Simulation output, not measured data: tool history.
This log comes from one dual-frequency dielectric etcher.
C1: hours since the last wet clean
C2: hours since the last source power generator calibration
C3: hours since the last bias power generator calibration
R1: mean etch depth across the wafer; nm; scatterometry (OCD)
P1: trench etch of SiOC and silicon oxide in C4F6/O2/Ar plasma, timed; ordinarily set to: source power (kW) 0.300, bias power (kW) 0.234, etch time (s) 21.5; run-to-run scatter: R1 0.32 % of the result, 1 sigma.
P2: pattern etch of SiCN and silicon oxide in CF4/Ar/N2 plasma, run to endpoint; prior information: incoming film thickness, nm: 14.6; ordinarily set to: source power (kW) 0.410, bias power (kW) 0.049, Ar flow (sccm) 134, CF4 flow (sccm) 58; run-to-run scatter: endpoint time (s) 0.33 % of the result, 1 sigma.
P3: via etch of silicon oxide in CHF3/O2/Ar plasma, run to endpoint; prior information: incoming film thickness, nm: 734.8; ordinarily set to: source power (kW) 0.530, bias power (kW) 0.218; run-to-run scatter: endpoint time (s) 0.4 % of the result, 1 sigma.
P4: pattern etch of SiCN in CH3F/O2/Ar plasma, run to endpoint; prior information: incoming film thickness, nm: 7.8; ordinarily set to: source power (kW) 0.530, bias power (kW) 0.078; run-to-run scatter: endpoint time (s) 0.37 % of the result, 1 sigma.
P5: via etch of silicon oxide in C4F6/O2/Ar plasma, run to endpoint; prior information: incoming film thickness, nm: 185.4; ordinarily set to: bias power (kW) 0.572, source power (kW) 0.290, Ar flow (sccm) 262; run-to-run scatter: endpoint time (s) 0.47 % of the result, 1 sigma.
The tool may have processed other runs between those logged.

run 1 hour=12.1 | process_that_ran=P1 source_power_(kW)=0.300 bias_power_(kW)=0.234 etch_time_(s)=21.5 | C1=102.8 C2=1497.6 C3=2319.7 | R1=41.289
run 2 hour=19.8 | process_that_ran=P4 source_power_(kW)=0.530 bias_power_(kW)=0.078 | C1=110.5 C2=1505.3 C3=2327.4 | endpoint_time_(s)=18.334
run 3 hour=29.9 | process_that_ran=P2 source_power_(kW)=0.410 bias_power_(kW)=0.064 Ar_flow_(sccm)=134 CF4_flow_(sccm)=58 | C1=120.6 C2=1515.4 C3=2337.5 | endpoint_time_(s)=19.621
run 4 hour=41.0 | process_that_ran=P2 source_power_(kW)=0.410 bias_power_(kW)=0.049 Ar_flow_(sccm)=134 CF4_flow_(sccm)=58 | C1=131.7 C2=1526.5 C3=2348.6 | endpoint_time_(s)=21.629
run 5 hour=53.6 | process_that_ran=P1 source_power_(kW)=0.300 bias_power_(kW)=0.234 etch_time_(s)=21.5 | C1=144.3 C2=1539.1 C3=2361.2 | R1=41.150
run 6 hour=64.7 | process_that_ran=P3 source_power_(kW)=0.530 bias_power_(kW)=0.170 | C1=155.4 C2=1550.2 C3=2372.3 | endpoint_time_(s)=404.330
run 7 hour=73.9 | process_that_ran=P1 source_power_(kW)=0.190 bias_power_(kW)=0.278 etch_time_(s)=21.5 | C1=164.6 C2=1559.4 C3=2381.5 | R1=36.909
run 8 hour=85.0 | process_that_ran=P3 source_power_(kW)=0.370 bias_power_(kW)=0.218 | C1=175.7 C2=1570.5 C3=2392.6 | endpoint_time_(s)=424.410
run 9 hour=97.3 | process_that_ran=P2 source_power_(kW)=0.490 bias_power_(kW)=0.049 Ar_flow_(sccm)=134 CF4_flow_(sccm)=58 | C1=188.0 C2=1582.8 C3=2404.9 | endpoint_time_(s)=18.463
run 10 hour=106.1 | process_that_ran=P5 source_power_(kW)=0.290 bias_power_(kW)=0.572 Ar_flow_(sccm)=262 | C1=196.8 C2=1591.6 C3=2413.7 | endpoint_time_(s)=44.410
run 11 hour=113.4 | process_that_ran=P2 source_power_(kW)=0.410 bias_power_(kW)=0.049 Ar_flow_(sccm)=134 CF4_flow_(sccm)=73 | C1=204.1 C2=1598.9 C3=2421.0 | endpoint_time_(s)=20.702
run 12 hour=121.7 | process_that_ran=P1 source_power_(kW)=0.300 bias_power_(kW)=0.234 etch_time_(s)=21.5 | C1=212.4 C2=1607.2 C3=2429.3 | R1=41.349
run 13 hour=133.6 | process_that_ran=P1 source_power_(kW)=0.390 bias_power_(kW)=0.182 etch_time_(s)=21.5 | C1=224.3 C2=1619.1 C3=2441.2 | R1=41.851
run 14 hour=144.5 | process_that_ran=P3 source_power_(kW)=0.530 bias_power_(kW)=0.218 | C1=235.2 C2=1630.0 C3=2452.1 | endpoint_time_(s)=374.320
run 15 hour=152.6 | process_that_ran=P4 source_power_(kW)=0.530 bias_power_(kW)=0.061 | C1=243.3 C2=1638.1 C3=2460.2 | endpoint_time_(s)=19.899
run 16 hour=158.7 | process_that_ran=P4 source_power_(kW)=0.730 bias_power_(kW)=0.078 | C1=249.4 C2=1644.2 C3=2466.3 | endpoint_time_(s)=16.228
-- hour=165.7 bias power generator calibrated
run 17 hour=171.7 | process_that_ran=P5 source_power_(kW)=0.290 bias_power_(kW)=0.572 Ar_flow_(sccm)=343 | C1=262.4 C2=1657.2 C3=6.0 | endpoint_time_(s)=45.729
run 18 hour=182.1 | process_that_ran=P1 source_power_(kW)=0.300 bias_power_(kW)=0.234 etch_time_(s)=21.5 | C1=272.8 C2=1667.6 C3=16.4 | R1=41.428
run 19 hour=193.6 | process_that_ran=P5 source_power_(kW)=0.210 bias_power_(kW)=0.572 Ar_flow_(sccm)=262 | C1=284.3 C2=1679.1 C3=27.9 | endpoint_time_(s)=50.002
run 20 hour=203.3 | process_that_ran=P1 source_power_(kW)=0.240 bias_power_(kW)=0.234 etch_time_(s)=21.5 | C1=294.0 C2=1688.8 C3=37.6 | R1=37.856
run 21 hour=213.5 | process_that_ran=P1 source_power_(kW)=0.300 bias_power_(kW)=0.312 etch_time_(s)=21.5 | C1=304.2 C2=1699.0 C3=47.8 | R1=45.623
run 22 hour=225.5 | process_that_ran=P1 source_power_(kW)=0.300 bias_power_(kW)=0.167 etch_time_(s)=29.0 | C1=316.2 C2=1711.0 C3=59.8 | R1=49.839
run 23 hour=234.3 | process_that_ran=P1 source_power_(kW)=0.370 bias_power_(kW)=0.234 etch_time_(s)=21.5 | C1=325.0 C2=1719.8 C3=68.6 | R1=44.725
run 24 hour=244.5 | process_that_ran=P1 source_power_(kW)=0.300 bias_power_(kW)=0.234 etch_time_(s)=14.5 | C1=335.2 C2=1730.0 C3=78.8 | R1=27.977
run 25 hour=254.9 | process_that_ran=P1 source_power_(kW)=0.300 bias_power_(kW)=0.234 etch_time_(s)=21.5 | C1=345.6 C2=1740.4 C3=89.2 | R1=41.300
run 26 hour=262.3 | process_that_ran=P1 source_power_(kW)=0.300 bias_power_(kW)=0.177 etch_time_(s)=21.5 | C1=353.0 C2=1747.8 C3=96.6 | R1=37.595
run 27 hour=275.1 | process_that_ran=P3 source_power_(kW)=0.530 bias_power_(kW)=0.218 | C1=365.8 C2=1760.6 C3=109.4 | endpoint_time_(s)=372.010
run 28 hour=286.8 | process_that_ran=P1 source_power_(kW)=0.300 bias_power_(kW)=0.234 etch_time_(s)=29.0 | C1=377.5 C2=1772.3 C3=121.1 | R1=55.849
run 29 hour=297.5 | process_that_ran=P5 source_power_(kW)=0.290 bias_power_(kW)=0.572 Ar_flow_(sccm)=262 | C1=388.2 C2=1783.0 C3=131.8 | endpoint_time_(s)=44.451
run 30 hour=303.1 | process_that_ran=P1 source_power_(kW)=0.300 bias_power_(kW)=0.234 etch_time_(s)=21.5 | C1=393.8 C2=1788.6 C3=137.4 | R1=41.230
run 31 hour=313.6 | process_that_ran=P1 source_power_(kW)=0.300 bias_power_(kW)=0.234 etch_time_(s)=21.5 | C1=404.3 C2=1799.1 C3=147.9 | R1=41.329
run 32 hour=323.3 | process_that_ran=P5 source_power_(kW)=0.290 bias_power_(kW)=0.699 Ar_flow_(sccm)=262 | C1=414.0 C2=1808.8 C3=157.6 | endpoint_time_(s)=41.152
run 33 hour=330.4 | process_that_ran=P2 source_power_(kW)=0.410 bias_power_(kW)=0.049 Ar_flow_(sccm)=105 CF4_flow_(sccm)=58 | C1=421.1 C2=1815.9 C3=164.7 | endpoint_time_(s)=20.648
run 34 hour=342.2 | process_that_ran=P1 source_power_(kW)=0.300 bias_power_(kW)=0.234 etch_time_(s)=21.5 | C1=432.9 C2=1827.7 C3=176.5 | R1=41.221
run 35 hour=350.7 | process_that_ran=P1 source_power_(kW)=0.300 bias_power_(kW)=0.234 etch_time_(s)=21.5 | C1=441.4 C2=1836.2 C3=185.0 | R1=41.110
run 36 hour=359.3 | process_that_ran=P1 source_power_(kW)=0.300 bias_power_(kW)=0.234 etch_time_(s)=21.5 | C1=450.0 C2=1844.8 C3=193.6 | R1=41.092
run 37 hour=365.0 | process_that_ran=P1 source_power_(kW)=0.300 bias_power_(kW)=0.234 etch_time_(s)=21.5 | C1=455.7 C2=1850.5 C3=199.3 | R1=40.691
run 38 hour=375.3 | process_that_ran=P1 source_power_(kW)=0.300 bias_power_(kW)=0.234 etch_time_(s)=21.5 | C1=466.0 C2=1860.8 C3=209.6 | R1=40.952
run 39 hour=384.1 | process_that_ran=P1 source_power_(kW)=0.300 bias_power_(kW)=0.234 etch_time_(s)=21.5 | C1=474.8 C2=1869.6 C3=218.4 | R1=40.872
run 40 hour=393.9 | process_that_ran=P1 source_power_(kW)=0.300 bias_power_(kW)=0.234 etch_time_(s)=21.5 | C1=484.6 C2=1879.4 C3=228.2 | R1=40.731
run 41 hour=405.2 | process_that_ran=P1 source_power_(kW)=0.300 bias_power_(kW)=0.234 etch_time_(s)=21.5 | C1=495.9 C2=1890.7 C3=239.5 | R1=40.435
-- hour=414.1 wet clean of the chamber
run 42 hour=414.9 | process_that_ran=P1 source_power_(kW)=0.300 bias_power_(kW)=0.234 etch_time_(s)=21.5 | C1=0.8 C2=1900.4 C3=249.2 | R1=40.735
run 43 hour=427.1 | process_that_ran=P1 source_power_(kW)=0.300 bias_power_(kW)=0.234 etch_time_(s)=21.5 | C1=13.0 C2=1912.6 C3=261.4 | R1=40.955
run 44 hour=433.2 | process_that_ran=P1 source_power_(kW)=0.300 bias_power_(kW)=0.234 etch_time_(s)=21.5 | C1=19.1 C2=1918.7 C3=267.5 | R1=40.726

Forecast run 45:
run 45 hour=442.0 | process_that_ran=P1 source_power_(kW)=0.300 bias_power_(kW)=0.234 etch_time_(s)=21.5 | C1=27.9 C2=1927.5 C3=276.3 | R1=?

Logged for run 45: R1 40.551 nm.

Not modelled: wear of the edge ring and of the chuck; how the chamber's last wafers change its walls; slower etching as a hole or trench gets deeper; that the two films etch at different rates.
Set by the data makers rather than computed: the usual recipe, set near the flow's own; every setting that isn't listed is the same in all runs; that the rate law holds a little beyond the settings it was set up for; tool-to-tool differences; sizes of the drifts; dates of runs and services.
